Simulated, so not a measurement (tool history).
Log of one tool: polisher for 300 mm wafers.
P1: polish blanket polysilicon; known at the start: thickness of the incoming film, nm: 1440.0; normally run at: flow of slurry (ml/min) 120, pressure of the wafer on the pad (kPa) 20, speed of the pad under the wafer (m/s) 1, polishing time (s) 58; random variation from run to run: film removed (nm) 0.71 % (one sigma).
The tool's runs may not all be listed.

run,hour,flow of slurry (ml/min),pressure of the wafer on the pad (kPa),speed of the pad under the wafer (m/s),polishing time (s),wafers polished on this pad,hours since the slurry nozzle was cleaned,hours since the head pressure was calibrated,film removed (nm)
1,11.1,120,20,1,58,1106,161.3,339.6,599.55
2,22.8,90,20,1,84,1228,173,351.3,798.24
3,34.7,120,20,1,58,1353,184.9,363.2,591.27
4,44.1,120,20,1,58,1451,194.3,372.6,598.66
5,51.2,170,20,1,58,1526,201.4,379.7,630.91
6,63,120,13.1,1,58,1649,213.2,391.5,393.15
# hour 70.9: head pressure recalibrated
7,71.7,120,20,0.56,58,1740,221.9,0.8,330.81
8,81.2,75,20,1,58,1840,231.4,10.3,525.45
9,88.3,120,20,1,91,1914,238.5,17.4,932.42
10,97.6,120,20,1,58,2011,247.8,26.7,590.81
11,103.5,120,20,1.5,58,2073,253.7,32.6,882.48
12,110.2,120,20,1,58,2143,260.4,39.3,594.85
13,117.6,120,20,1,26,2221,267.8,46.7,263.54
14,124.1,120,29,1,58,2289,274.3,53.2,859.18
15,133.6,120,20,1,58,2388,283.8,62.7,592.76
16,140,120,20,1,58,2455,290.2,69.1,580.72
17,147.5,120,20,1,58,2533,297.7,76.6,557.97
18,159.9,120,20,1,58,2663,310.1,89,547.77
# hour 163.1: head pressure recalibrated
19,167,120,20,1,58,2738,317.2,3.9,548.12
20,178.9,120,20,1,58,2862,329.1,15.8,531.9
21,188.8,120,20,1,58,2966,339,25.7,535.93
22,200.5,120,20,1,58,3088,350.7,37.4,527.37
23,208.2,120,20,1,58,3169,358.4,45.1,531.3

What P1 gives has crept away from where it was. These 2 causes fit the log equally well, each at the size given:
A: removal rate lost through wear of the pad, % = 10.5
B: slurry flow missing at the pad, % = 35
The creep began at about hour 133.6.
Why every other cause is out:
head's pressure below its setpoint, %: serviced at hour 163.1, which brought nothing back

4 check runs are offered, each on 2 wafers whose results are averaged, their results left as question marks. Which one tells the causes apart?
check 1,215.9,120,20,1.44,70,,,,?
check 2,215.9,120,20,0.68,58,,,,?
check 3,215.9,80,20,1,58,,,,?
check 4,215.9,120,13.1,1,26,,,,?

What each check would give under each cause:
check,result,if A,if B
check 1,film removed (nm),920.62,920.09
check 2,film removed (nm),360.21,360
check 3,film removed (nm),477.52,456.03
check 4,film removed (nm),155.58,155.49
How far apart the two closest causes lie, in the result that separates them most: check 1 0.06 %; check 2 0.06 %; check 3 4.6 %; check 4 0.06 %
Check 3 tells the causes apart: in the others they would give nearly the same result.

Then check 3 was run and gave: film removed (nm) 457.84. Which cause is it?

It is B: slurry flow missing at the pad, %.

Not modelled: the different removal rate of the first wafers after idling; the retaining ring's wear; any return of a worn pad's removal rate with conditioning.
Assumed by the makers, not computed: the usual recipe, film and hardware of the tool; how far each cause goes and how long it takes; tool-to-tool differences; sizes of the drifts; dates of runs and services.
